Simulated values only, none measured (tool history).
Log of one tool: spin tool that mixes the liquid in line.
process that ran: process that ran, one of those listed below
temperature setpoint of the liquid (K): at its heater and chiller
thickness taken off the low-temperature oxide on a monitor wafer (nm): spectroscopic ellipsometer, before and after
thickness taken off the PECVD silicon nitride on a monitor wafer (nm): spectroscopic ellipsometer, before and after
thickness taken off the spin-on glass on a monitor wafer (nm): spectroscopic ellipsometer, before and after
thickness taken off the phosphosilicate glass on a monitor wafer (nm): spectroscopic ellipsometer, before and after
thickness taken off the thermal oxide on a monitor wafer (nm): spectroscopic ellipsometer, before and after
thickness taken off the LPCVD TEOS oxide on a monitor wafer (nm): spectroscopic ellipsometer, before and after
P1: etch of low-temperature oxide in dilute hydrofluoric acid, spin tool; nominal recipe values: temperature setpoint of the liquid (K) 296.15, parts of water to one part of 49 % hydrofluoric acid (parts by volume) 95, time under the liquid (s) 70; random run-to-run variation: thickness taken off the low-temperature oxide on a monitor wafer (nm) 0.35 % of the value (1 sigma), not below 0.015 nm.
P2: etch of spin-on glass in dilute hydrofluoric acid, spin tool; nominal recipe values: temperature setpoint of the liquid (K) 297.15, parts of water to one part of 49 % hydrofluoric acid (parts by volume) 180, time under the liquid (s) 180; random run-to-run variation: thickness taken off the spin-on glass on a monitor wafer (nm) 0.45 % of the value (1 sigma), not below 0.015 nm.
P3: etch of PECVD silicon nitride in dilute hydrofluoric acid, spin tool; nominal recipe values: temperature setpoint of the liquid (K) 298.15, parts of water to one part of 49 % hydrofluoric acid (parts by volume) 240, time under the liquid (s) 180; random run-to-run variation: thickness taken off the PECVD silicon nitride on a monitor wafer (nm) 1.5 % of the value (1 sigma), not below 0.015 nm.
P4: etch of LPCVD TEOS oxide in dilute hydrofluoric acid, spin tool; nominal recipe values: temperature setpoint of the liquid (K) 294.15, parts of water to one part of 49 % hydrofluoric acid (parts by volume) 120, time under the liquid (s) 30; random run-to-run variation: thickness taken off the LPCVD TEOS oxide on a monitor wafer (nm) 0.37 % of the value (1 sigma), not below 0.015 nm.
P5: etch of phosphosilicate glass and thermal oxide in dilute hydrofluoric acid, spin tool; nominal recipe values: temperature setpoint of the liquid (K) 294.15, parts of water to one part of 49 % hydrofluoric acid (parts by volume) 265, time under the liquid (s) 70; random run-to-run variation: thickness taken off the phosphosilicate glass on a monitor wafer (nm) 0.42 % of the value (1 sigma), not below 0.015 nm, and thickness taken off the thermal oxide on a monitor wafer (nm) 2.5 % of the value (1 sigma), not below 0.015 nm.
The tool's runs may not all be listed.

| run | hour | process that ran | temperature setpoint of the liquid (K) | parts of water to one part of 49 % hydrofluoric acid (parts by volume) | time under the liquid (s) | hours since the thermometer was replaced | hours since the hydrofluoric acid flow meter was replaced | thickness taken off the low-temperature oxide on a monitor wafer (nm) | thickness taken off the PECVD silicon nitride on a monitor wafer (nm) | thickness taken off the spin-on glass on a monitor wafer (nm) | thickness taken off the phosphosilicate glass on a monitor wafer (nm) | thickness taken off the thermal oxide on a monitor wafer (nm) | thickness taken off the LPCVD TEOS oxide on a monitor wafer (nm) |
|---|---|---|---|---|---|---|---|---|---|---|---|---|---|
| 1 | 4.6 | P1 | 296.15 | 95 | 70 | 237.1 | 273.4 | 13.619 |  |  |  |  |  |
| 2 | 9.1 | P1 | 290.15 | 145 | 70 | 241.6 | 277.9 | 6.5887 |  |  |  |  |  |
| 3 | 15.9 | P1 | 296.15 | 95 | 70 | 248.4 | 284.7 | 13.643 |  |  |  |  |  |
| 4 | 22.1 | P3 | 298.15 | 240 | 180 | 254.6 | 290.9 |  | 1.424 |  |  |  |  |
| 5 | 29.4 | P2 | 297.15 | 180 | 180 | 261.9 | 298.2 |  |  | 26.903 |  |  |  |
| 6 | 35.7 | P1 | 296.15 | 95 | 70 | 268.2 | 304.5 | 13.651 |  |  |  |  |  |
| 7 | 41.3 | P1 | 296.15 | 170 | 70 | 273.8 | 310.1 | 6.9909 |  |  |  |  |  |
| 8 | 44.8 | P1 | 291.65 | 40 | 70 | 277.3 | 313.6 | 28.758 |  |  |  |  |  |
| 9 | 52.5 | P5 | 290.15 | 265 | 70 | 285 | 321.3 |  |  |  | 27.384 | 0.87482 |  |
| 10 | 55.8 | P1 | 296.15 | 95 | 70 | 288.3 | 324.6 | 13.643 |  |  |  |  |  |
| 11 | 59.2 | P5 | 294.15 | 265 | 70 | 291.7 | 328 |  |  |  | 32.311 | 0.96382 |  |
| 12 | 66.2 | P1 | 301.65 | 95 | 70 | 298.7 | 335 | 17.021 |  |  |  |  |  |
| 13 | 70.3 | P1 | 290.15 | 95 | 70 | 302.8 | 339.1 | 10.624 |  |  |  |  |  |
|  | 74.5 | hydrofluoric acid flow meter replaced |
| 14 | 76.4 | P1 | 296.15 | 95 | 130 | 308.9 | 2 | 25.243 |  |  |  |  |  |
| 15 | 82.9 | P1 | 296.15 | 95 | 70 | 315.4 | 8.5 | 13.688 |  |  |  |  |  |
| 16 | 90.7 | P1 | 296.15 | 95 | 25 | 323.2 | 16.3 | 4.8679 |  |  |  |  |  |
| 17 | 95.7 | P4 | 294.15 | 120 | 30 | 328.2 | 21.3 |  |  |  |  |  | 8.2217 |
| 18 | 100.1 | P3 | 298.15 | 240 | 180 | 332.6 | 25.7 |  | 1.4002 |  |  |  |  |
| 19 | 104.9 | P4 | 299.15 | 120 | 30 | 337.4 | 30.5 |  |  |  |  |  | 10.025 |
| 20 | 108.4 | P1 | 290.15 | 25 | 70 | 340.9 | 34 | 43.693 |  |  |  |  |  |
| 21 | 115.4 | P2 | 297.15 | 180 | 180 | 347.9 | 41 |  |  | 26.93 |  |  |  |
| 22 | 121.8 | P2 | 290.15 | 180 | 180 | 354.3 | 47.4 |  |  | 20.558 |  |  |  |
| 23 | 125.3 | P1 | 296.15 | 95 | 70 | 357.8 | 50.9 | 13.697 |  |  |  |  |  |
| 24 | 131.2 | P4 | 294.15 | 185 | 30 | 363.7 | 56.8 |  |  |  |  |  | 4.9997 |
| 25 | 136.7 | P3 | 293.15 | 240 | 180 | 369.2 | 62.3 |  | 0.99309 |  |  |  |  |
| 26 | 141.7 | P2 | 297.15 | 180 | 360 | 374.2 | 67.3 |  |  | 54.094 |  |  |  |
| 27 | 149.1 | P4 | 294.15 | 120 | 30 | 381.6 | 74.7 |  |  |  |  |  | 8.2987 |
| 28 | 155.4 | P3 | 298.15 | 70 | 180 | 387.9 | 81 |  | 4.8204 |  |  |  |  |
| 29 | 161.7 | P1 | 296.15 | 95 | 70 | 394.2 | 87.3 | 13.649 |  |  |  |  |  |
| 30 | 167.7 | P1 | 296.15 | 20 | 70 | 400.2 | 93.3 | 71.727 |  |  |  |  |  |

Run 31 comes next. What will it give?
| 31 | 171.6 | P4 | 294.15 | 120 | 15 | 404.1 | 97.2 |  |  |  |  |  | ? |

Run 31 measured thickness taken off the LPCVD TEOS oxide on a monitor wafer (nm) 4.159.
